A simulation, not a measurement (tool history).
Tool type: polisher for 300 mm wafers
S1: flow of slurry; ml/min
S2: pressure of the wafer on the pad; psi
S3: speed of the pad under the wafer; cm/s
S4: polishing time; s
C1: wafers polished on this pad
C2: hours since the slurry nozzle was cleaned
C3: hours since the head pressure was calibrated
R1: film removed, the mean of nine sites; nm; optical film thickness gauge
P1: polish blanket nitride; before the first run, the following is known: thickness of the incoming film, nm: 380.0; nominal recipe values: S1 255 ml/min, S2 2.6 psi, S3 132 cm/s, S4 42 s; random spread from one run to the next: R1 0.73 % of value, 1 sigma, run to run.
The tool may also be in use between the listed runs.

{"run": 1, "hour": 13.6, "S1": 255, "S2": 2.6, "S3": 132, "S4": 42, "C1": 627, "C2": 202, "C3": 106.4, "R1": 72.011}
{"run": 2, "hour": 20.9, "S1": 255, "S2": 1.7, "S3": 132, "S4": 42, "C1": 705, "C2": 209.3, "C3": 113.7, "R1": 48.175}
{"run": 3, "hour": 34.9, "S1": 255, "S2": 4.1, "S3": 132, "S4": 42, "C1": 852, "C2": 223.3, "C3": 127.7, "R1": 115.96}
{"run": 4, "hour": 46.3, "S1": 255, "S2": 2.6, "S3": 132, "S4": 42, "C1": 973, "C2": 234.7, "C3": 139.1, "R1": 73.471}
{"run": 5, "hour": 58.7, "S1": 155, "S2": 2.6, "S3": 132, "S4": 42, "C1": 1103, "C2": 247.1, "C3": 151.5, "R1": 69.047}
{"run": 6, "hour": 72.2, "S1": 255, "S2": 2.6, "S3": 132, "S4": 58, "C1": 1246, "C2": 260.6, "C3": 165, "R1": 101.39}
{"run": 7, "hour": 81.1, "S1": 255, "S2": 2.6, "S3": 132, "S4": 42, "C1": 1340, "C2": 269.5, "C3": 173.9, "R1": 72.63}
{"run": 8, "hour": 91.9, "S1": 255, "S2": 2.6, "S3": 132, "S4": 42, "C1": 1454, "C2": 280.3, "C3": 184.7, "R1": 73.353}
{"run": 9, "hour": 102.3, "S1": 255, "S2": 2.6, "S3": 198, "S4": 42, "C1": 1564, "C2": 290.7, "C3": 195.1, "R1": 99.867}
{"run": 10, "hour": 114.0, "S1": 255, "S2": 2.6, "S3": 132, "S4": 42, "C1": 1687, "C2": 302.4, "C3": 206.8, "R1": 72.777}
{"run": 11, "hour": 125.5, "S1": 255, "S2": 2.6, "S3": 184, "S4": 28, "C1": 1809, "C2": 313.9, "C3": 218.3, "R1": 63.256}
{"run": 12, "hour": 134.5, "S1": 255, "S2": 2.6, "S3": 74, "S4": 42, "C1": 1904, "C2": 322.9, "C3": 227.3, "R1": 46.22}
{"run": 13, "hour": 145.9, "S1": 255, "S2": 2.6, "S3": 132, "S4": 42, "C1": 2024, "C2": 334.3, "C3": 238.7, "R1": 73.197}
{"run": 14, "hour": 153.0, "S1": 255, "S2": 2.6, "S3": 132, "S4": 20, "C1": 2099, "C2": 341.4, "C3": 245.8, "R1": 34.523}

What will run 15 give?
{"run": 15, "hour": 165.8, "S1": 335, "S2": 2.6, "S3": 132, "S4": 42, "C1": 2234, "C2": 354.2, "C3": 258.6, "R1": "?"}

Run 15 measured R1 74.712 nm.
